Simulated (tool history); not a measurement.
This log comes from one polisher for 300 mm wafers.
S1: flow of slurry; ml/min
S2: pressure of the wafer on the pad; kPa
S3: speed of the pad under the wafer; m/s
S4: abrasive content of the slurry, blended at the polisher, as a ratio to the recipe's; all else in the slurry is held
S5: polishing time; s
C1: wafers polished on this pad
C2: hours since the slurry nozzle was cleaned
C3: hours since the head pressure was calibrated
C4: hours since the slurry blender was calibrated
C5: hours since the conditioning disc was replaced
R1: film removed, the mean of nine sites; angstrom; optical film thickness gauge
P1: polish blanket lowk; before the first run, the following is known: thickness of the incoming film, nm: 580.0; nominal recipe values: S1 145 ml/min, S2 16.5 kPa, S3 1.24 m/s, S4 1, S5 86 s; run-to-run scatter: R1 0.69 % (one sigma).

{"run": 1, "day": 0.429, "S1": 145, "S2": 16.5, "S3": 1.24, "S4": 1, "S5": 86, "C1": 508, "C2": 375.4, "C3": 444, "C4": 76, "C5": 70.8, "R1": 479.94}
{"run": 2, "day": 0.958, "S1": 145, "S2": 16.5, "S3": 1.24, "S4": 1, "S5": 86, "C1": 640, "C2": 388.1, "C3": 456.7, "C4": 88.7, "C5": 83.5, "R1": 481.76}
{"run": 3, "day": 1.625, "S1": 85, "S2": 16.5, "S3": 1.24, "S4": 1, "S5": 86, "C1": 806, "C2": 404.1, "C3": 472.7, "C4": 104.7, "C5": 99.5, "R1": 425.56}
{"run": 4, "day": 2.146, "S1": 145, "S2": 16.5, "S3": 1.94, "S4": 1, "S5": 86, "C1": 936, "C2": 416.6, "C3": 485.2, "C4": 117.2, "C5": 112, "R1": 690.84}
{"run": 5, "day": 2.838, "S1": 145, "S2": 16.5, "S3": 1.24, "S4": 1, "S5": 135, "C1": 1108, "C2": 433.2, "C3": 501.8, "C4": 133.8, "C5": 128.6, "R1": 756.64}
{"run": 6, "day": 3.383, "S1": 230, "S2": 16.5, "S3": 1.24, "S4": 1, "S5": 86, "C1": 1244, "C2": 446.3, "C3": 514.9, "C4": 146.9, "C5": 141.7, "R1": 514.62}
{"run": 7, "day": 3.917, "S1": 145, "S2": 16.5, "S3": 1.24, "S4": 0.55, "S5": 86, "C1": 1377, "C2": 459.1, "C3": 527.7, "C4": 159.7, "C5": 154.5, "R1": 353.16}
{"run": 8, "day": 4.321, "S1": 145, "S2": 16.5, "S3": 0.9, "S4": 1, "S5": 86, "C1": 1477, "C2": 468.8, "C3": 537.4, "C4": 169.4, "C5": 164.2, "R1": 373.71}
{"run": 9, "day": 4.654, "S1": 145, "S2": 8.3, "S3": 1.24, "S4": 1, "S5": 86, "C1": 1560, "C2": 476.8, "C3": 545.4, "C4": 177.4, "C5": 172.2, "R1": 244.5}
{"run": 10, "day": 5.067, "S1": 145, "S2": 16.5, "S3": 1.24, "S4": 1, "S5": 53, "C1": 1663, "C2": 486.7, "C3": 555.3, "C4": 187.3, "C5": 182.1, "R1": 296.63}
{"run": 11, "day": 5.821, "S1": 145, "S2": 25.5, "S3": 1.24, "S4": 1, "S5": 86, "C1": 1851, "C2": 504.8, "C3": 573.4, "C4": 205.4, "C5": 200.2, "R1": 748.41}
{"run": 12, "day": 6.354, "S1": 100, "S2": 16.5, "S3": 1.82, "S4": 1, "S5": 86, "C1": 1984, "C2": 517.6, "C3": 586.2, "C4": 218.2, "C5": 213, "R1": 609.04}
{"run": 13, "day": 6.967, "S1": 145, "S2": 16.5, "S3": 1.24, "S4": 1.35, "S5": 86, "C1": 2136, "C2": 532.3, "C3": 600.9, "C4": 232.9, "C5": 227.7, "R1": 546.64}
{"run": 14, "day": 7.504, "S1": 145, "S2": 16.5, "S3": 1.24, "S4": 1, "S5": 86, "C1": 2270, "C2": 545.2, "C3": 613.8, "C4": 245.8, "C5": 240.6, "R1": 485.46}
{"run": 15, "day": 8.217, "S1": 145, "S2": 16.5, "S3": 1.24, "S4": 1, "S5": 86, "C1": 2448, "C2": 562.3, "C3": 630.9, "C4": 262.9, "C5": 257.7, "R1": 477.46}
{"run": 16, "day": 8.829, "S1": 145, "S2": 16.5, "S3": 1.24, "S4": 1, "S5": 86, "C1": 2600, "C2": 577, "C3": 645.6, "C4": 277.6, "C5": 272.4, "R1": 484.59}
{"run": 17, "day": 9.429, "S1": 145, "S2": 16.5, "S3": 1.24, "S4": 1, "S5": 86, "C1": 2750, "C2": 591.4, "C3": 660, "C4": 292, "C5": 286.8, "R1": 484.07}
{"run": 18, "day": 10.05, "S1": 145, "S2": 16.5, "S3": 1.24, "S4": 1, "S5": 86, "C1": 2904, "C2": 606.3, "C3": 674.9, "C4": 306.9, "C5": 301.7, "R1": 468.14}
{"run": 19, "day": 10.658, "S1": 145, "S2": 16.5, "S3": 1.24, "S4": 1, "S5": 86, "C1": 3056, "C2": 620.9, "C3": 689.5, "C4": 321.5, "C5": 316.3, "R1": 455.19}
{"run": 20, "day": 11.062, "S1": 145, "S2": 16.5, "S3": 1.24, "S4": 1, "S5": 86, "C1": 3156, "C2": 630.6, "C3": 699.2, "C4": 331.2, "C5": 326, "R1": 449.48}
{"day": 11.558, "done": "conditioning disc replaced and pad reconditioned"}
{"day": 11.617, "done": "worn pad replaced by a new one"}
{"run": 21, "day": 11.821, "S1": 145, "S2": 16.5, "S3": 1.24, "S4": 1, "S5": 86, "C1": 51, "C2": 648.8, "C3": 717.4, "C4": 349.4, "C5": 6.3, "R1": 446.32}
{"run": 22, "day": 12.592, "S1": 145, "S2": 16.5, "S3": 1.24, "S4": 1, "S5": 86, "C1": 243, "C2": 667.3, "C3": 735.9, "C4": 367.9, "C5": 24.8, "R1": 440.87}
{"run": 23, "day": 13.271, "S1": 145, "S2": 16.5, "S3": 1.24, "S4": 1, "S5": 86, "C1": 412, "C2": 683.6, "C3": 752.2, "C4": 384.2, "C5": 41.1, "R1": 433.97}
{"day": 13.367, "done": "slurry nozzle cleaned"}
{"run": 24, "day": 13.621, "S1": 145, "S2": 16.5, "S3": 1.24, "S4": 1, "S5": 86, "C1": 499, "C2": 6.1, "C3": 760.6, "C4": 392.6, "C5": 49.5, "R1": 444.89}
{"run": 25, "day": 14.1, "S1": 145, "S2": 16.5, "S3": 1.24, "S4": 1, "S5": 86, "C1": 618, "C2": 17.6, "C3": 772.1, "C4": 404.1, "C5": 61, "R1": 443}
{"run": 26, "day": 14.433, "S1": 145, "S2": 16.5, "S3": 1.24, "S4": 1, "S5": 86, "C1": 701, "C2": 25.6, "C3": 780.1, "C4": 412.1, "C5": 69, "R1": 436.5}
{"run": 27, "day": 14.925, "S1": 145, "S2": 16.5, "S3": 1.24, "S4": 1, "S5": 86, "C1": 824, "C2": 37.4, "C3": 791.9, "C4": 423.9, "C5": 80.8, "R1": 437.99}

What P1 gives has crept away from where it was. These 2 causes fit the log equally well, each at the size given:
A: abrasive missing from the slurry, % = 18.1
B: head's pressure below its setpoint, % = 9.13
At approximately day 9.429, the process output began to creep.
Every other cause this tool's parts could produce, and why it does not fit the log:
removal rate lost through wear of the pad, %: serviced at day 11.617, which brought nothing back
slurry flow missing at the pad, %: serviced at day 13.367, which brought nothing back
time polished since the conditioner stopped cutting, s: serviced at day 11.558, which brought nothing back

Consider the 4 check runs below, whose results appear as question marks and each of which averages 3 wafers. Which one distinguishes the causes, in that each cause would give it a clearly different result?
{"run": "check 1", "day": 15.417, "S1": 145, "S2": 16.5, "S3": 1.24, "S4": 0.55, "S5": 62, "R1": "?"}
{"run": "check 2", "day": 15.417, "S1": 190, "S2": 16.5, "S3": 1.92, "S4": 1, "S5": 86, "R1": "?"}
{"run": "check 3", "day": 15.417, "S1": 85, "S2": 16.5, "S3": 1.24, "S4": 1, "S5": 129, "R1": "?"}
{"run": "check 4", "day": 15.417, "S1": 225, "S2": 16.5, "S3": 1.54, "S4": 1, "S5": 86, "R1": "?"}

Expected result of each check under each candidate cause:
check=check_1 result=R1 if_A=224.31 if_B=230.96
check=check_2 result=R1 if_A=650.62 if_B=650.61
check=check_3 result=R1 if_A=583.59 if_B=583.58
check=check_4 result=R1 if_A=557.28 if_B=557.28
Distance between the nearest two causes, measured in the result of the check that separates them most: check 1 2.92 %; check 2 0 %; check 3 0 %; check 4 0 %
Of the check runs offered, only check 1 discriminates between the causes; the rest would read about the same regardless of which cause applies.

Check 1 was carried out, with these results: R1 229.62 angstrom. Which of the listed causes is responsible?

Of the candidate causes, it is B: head's pressure below its setpoint, %.

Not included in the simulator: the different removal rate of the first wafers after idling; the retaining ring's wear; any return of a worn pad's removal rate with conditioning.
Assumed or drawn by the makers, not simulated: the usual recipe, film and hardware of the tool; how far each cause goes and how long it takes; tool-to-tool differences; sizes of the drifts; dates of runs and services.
